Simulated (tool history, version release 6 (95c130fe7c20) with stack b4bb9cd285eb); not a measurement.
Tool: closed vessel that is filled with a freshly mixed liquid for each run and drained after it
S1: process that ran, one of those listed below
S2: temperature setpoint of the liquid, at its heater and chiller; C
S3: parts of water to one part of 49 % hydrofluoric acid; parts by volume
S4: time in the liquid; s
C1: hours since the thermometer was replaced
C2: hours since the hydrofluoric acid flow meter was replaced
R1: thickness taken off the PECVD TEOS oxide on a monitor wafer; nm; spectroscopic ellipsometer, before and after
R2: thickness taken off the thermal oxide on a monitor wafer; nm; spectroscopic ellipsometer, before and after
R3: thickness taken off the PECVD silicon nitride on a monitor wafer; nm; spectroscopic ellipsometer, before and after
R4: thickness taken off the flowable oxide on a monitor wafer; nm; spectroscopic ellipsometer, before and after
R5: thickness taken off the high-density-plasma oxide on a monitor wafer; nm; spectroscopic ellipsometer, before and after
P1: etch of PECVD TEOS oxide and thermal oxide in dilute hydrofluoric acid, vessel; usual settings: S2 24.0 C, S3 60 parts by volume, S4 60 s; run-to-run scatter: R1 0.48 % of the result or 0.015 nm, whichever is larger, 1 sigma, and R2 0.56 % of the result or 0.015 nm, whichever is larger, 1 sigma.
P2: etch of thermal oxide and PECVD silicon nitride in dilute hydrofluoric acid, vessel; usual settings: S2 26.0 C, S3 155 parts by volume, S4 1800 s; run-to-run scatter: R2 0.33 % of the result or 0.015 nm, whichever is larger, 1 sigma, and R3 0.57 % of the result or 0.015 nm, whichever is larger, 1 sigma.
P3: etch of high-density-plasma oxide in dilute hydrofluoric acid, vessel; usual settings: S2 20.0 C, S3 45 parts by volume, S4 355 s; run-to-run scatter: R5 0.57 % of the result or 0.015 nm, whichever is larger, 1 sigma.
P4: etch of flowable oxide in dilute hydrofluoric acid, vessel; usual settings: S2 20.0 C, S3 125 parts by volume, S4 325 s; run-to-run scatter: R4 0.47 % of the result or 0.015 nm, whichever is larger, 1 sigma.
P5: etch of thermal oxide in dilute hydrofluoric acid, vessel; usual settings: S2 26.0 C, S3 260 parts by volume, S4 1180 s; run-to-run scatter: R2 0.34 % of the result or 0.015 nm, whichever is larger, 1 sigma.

run 1 hour=3.7 | S1=P1 S2=24.0 S3=60 S4=60 | C1=305.6 C2=923.4 | R1=24.500 R2=5.02200
run 2 hour=7.8 | S1=P2 S2=26.0 S3=155 S4=3085 | C1=309.7 C2=927.5 | R2=101.12000 R3=44.512
run 3 hour=12.9 | S1=P4 S2=20.0 S3=125 S4=110 | C1=314.8 C2=932.6 | R4=18.685
run 4 hour=19.0 | S1=P1 S2=24.0 S3=60 S4=30 | C1=320.9 C2=938.7 | R1=12.244 R2=2.48850
run 5 hour=21.8 | S1=P1 S2=24.0 S3=60 S4=95 | C1=323.7 C2=941.5 | R1=38.770 R2=7.87080
run 6 hour=25.4 | S1=P3 S2=20.0 S3=80 S4=355 | C1=327.3 C2=945.1 | R5=19.757
run 7 hour=29.7 | S1=P5 S2=33.0 S3=260 S4=1180 | C1=331.6 C2=949.4 | R2=26.18000
run 8 hour=33.8 | S1=P1 S2=32.0 S3=90 S4=60 | C1=335.7 C2=953.5 | R1=21.417 R2=4.35680
run 9 hour=37.3 | S1=P1 S2=28.5 S3=60 S4=30 | C1=339.2 C2=957.0 | R1=14.467 R2=2.96670
run 10 hour=42.7 | S1=P1 S2=17.0 S3=60 S4=60 | C1=344.6 C2=962.4 | R1=18.244 R2=3.68230
run 11 hour=45.9 | S1=P2 S2=26.0 S3=260 S4=1800 | C1=347.8 C2=965.6 | R2=31.40800 R3=15.413
run 12 hour=51.0 | S1=P4 S2=20.0 S3=125 S4=325 | C1=352.9 C2=970.7 | R4=54.620
run 13 hour=54.7 | S1=P2 S2=20.0 S3=155 S4=1800 | C1=356.6 C2=974.4 | R2=46.93500 R3=17.315
run 14 hour=59.8 | S1=P5 S2=26.0 S3=260 S4=1180 | C1=361.7 C2=979.5 | R2=20.69300
run 15 hour=65.9 | S1=P1 S2=24.0 S3=60 S4=60 | C1=367.8 C2=985.6 | R1=24.394 R2=5.00580
run 16 hour=71.6 | S1=P1 S2=32.5 S3=60 S4=60 | C1=373.5 C2=991.3 | R1=34.270 R2=6.95580
run 17 hour=77.7 | S1=P5 S2=26.0 S3=50 S4=1180 | C1=379.6 C2=997.4 | R2=138.50000
run 18 hour=80.8 | S1=P1 S2=24.0 S3=60 S4=60 | C1=382.7 C2=1000.5 | R1=24.570 R2=4.98200
run 19 hour=84.4 | S1=P4 S2=20.0 S3=190 S4=325 | C1=386.3 C2=1004.1 | R4=33.494
run 20 hour=88.1 | S1=P1 S2=24.0 S3=100 S4=60 | C1=390.0 C2=1007.8 | R1=14.003 R2=2.88960
run 21 hour=92.7 | S1=P2 S2=26.0 S3=155 S4=1800 | C1=394.6 C2=1012.4 | R2=59.24100 R3=25.870
run 22 hour=95.8 | S1=P4 S2=17.0 S3=125 S4=325 | C1=397.7 C2=1015.5 | R4=48.836
run 23 hour=99.3 | S1=P5 S2=26.0 S3=260 S4=50 | C1=401.2 C2=1019.0 | R2=0.87855
run 24 hour=103.6 | S1=P3 S2=20.0 S3=45 S4=355 | C1=405.5 C2=1023.3 | R5=36.500
run 25 hour=108.2 | S1=P4 S2=20.0 S3=125 S4=325 | C1=410.1 C2=1027.9 | R4=54.802
run 26 hour=113.5 | S1=P1 S2=24.0 S3=60 S4=60 | C1=415.4 C2=1033.2 | R1=24.436 R2=5.04130
run 27 hour=116.9 | S1=P3 S2=17.0 S3=45 S4=355 | C1=418.8 C2=1036.6 | R5=32.024
run 28 hour=119.8 | S1=P1 S2=24.0 S3=30 S4=60 | C1=421.7 C2=1039.5 | R1=50.522 R2=10.45300
run 29 hour=125.4 | S1=P1 S2=24.0 S3=60 S4=60 | C1=427.3 C2=1045.1 | R1=24.593 R2=5.00140
run 30 hour=131.1 | S1=P1 S2=17.5 S3=80 S4=60 | C1=433.0 C2=1050.8 | R1=13.686 R2=2.78780
run 31 hour=134.3 | S1=P3 S2=20.0 S3=45 S4=600 | C1=436.2 C2=1054.0 | R5=62.207
run 32 hour=137.2 | S1=P1 S2=24.0 S3=60 S4=60 | C1=439.1 C2=1056.9 | R1=24.351 R2=4.94520
run 33 hour=142.2 | S1=P1 S2=24.0 S3=60 S4=60 | C1=444.1 C2=1061.9 | R1=24.624 R2=4.93270
run 34 hour=145.9 | S1=P1 S2=24.0 S3=60 S4=60 | C1=447.8 C2=1065.6 | R1=24.540 R2=5.00210
run 35 hour=151.1 | S1=P1 S2=24.0 S3=60 S4=60 | C1=453.0 C2=1070.8 | R1=25.225 R2=5.10990
run 36 hour=154.5 | S1=P1 S2=24.0 S3=60 S4=60 | C1=456.4 C2=1074.2 | R1=25.212 R2=5.16270
run 37 hour=159.3 | S1=P1 S2=24.0 S3=60 S4=60 | C1=461.2 C2=1079.0 | R1=25.606 R2=5.21890
run 38 hour=164.1 | S1=P1 S2=24.0 S3=60 S4=60 | C1=466.0 C2=1083.8 | R1=25.712 R2=5.20090
run 39 hour=168.0 | S1=P1 S2=24.0 S3=60 S4=60 | C1=469.9 C2=1087.7 | R1=25.929 R2=5.30520
run 40 hour=171.4 | S1=P1 S2=24.0 S3=60 S4=60 | C1=473.3 C2=1091.1 | R1=25.806 R2=5.26780
run 41 hour=176.3 | S1=P1 S2=24.0 S3=60 S4=60 | C1=478.2 C2=1096.0 | R1=25.970 R2=5.25770
run 42 hour=181.3 | S1=P1 S2=24.0 S3=60 S4=60 | C1=483.2 C2=1101.0 | R1=26.026 R2=5.36720
run 43 hour=186.8 | S1=P1 S2=24.0 S3=60 S4=60 | C1=488.7 C2=1106.5 | R1=26.322 R2=5.28200

What P1 gives has crept away from where it was. These 2 causes fit the log equally well, each at the size given:
A: liquid hotter than its thermometer reads (K) = 1.59
B: hydrofluoric acid flow above the setpoint (%) = 6.17
The creep began at about hour 145.9.

4 check runs are offered, one wafer each, their results left as question marks. Which one tells the causes apart?
run check 1 hour=192.3 | S1=P3 S2=20.0 S3=60 S4=355 | R5=?
run check 2 hour=192.3 | S1=P2 S2=26.0 S3=155 S4=2905 | R2=? R3=?
run check 3 hour=192.3 | S1=P4 S2=20.0 S3=175 S4=325 | R4=?
run check 4 hour=192.3 | S1=P5 S2=26.0 S3=115 S4=460 | R2=?

What each check would give under each cause:
check=check_1 result=R5 if_A=28.838 if_B=28.764
check=check_2 result=R2 if_A=101.25000 if_B=102.45000
check=check_2 result=R3 if_A=45.880 if_B=44.075
check=check_3 result=R4 if_A=39.574 if_B=39.908
check=check_4 result=R2 if_A=22.78900 if_B=22.96300
How far apart the two closest causes lie, in the result that separates them most: check 1 0.26 %; check 2 4.01 %; check 3 0.84 %; check 4 0.76 %
Check 2 tells the causes apart: in the others they would give nearly the same result.

Check 2 was then run and gave: R2 102.75000 nm; R3 44.076 nm. Which cause is it?

It is B: hydrofluoric acid flow above the setpoint (%).
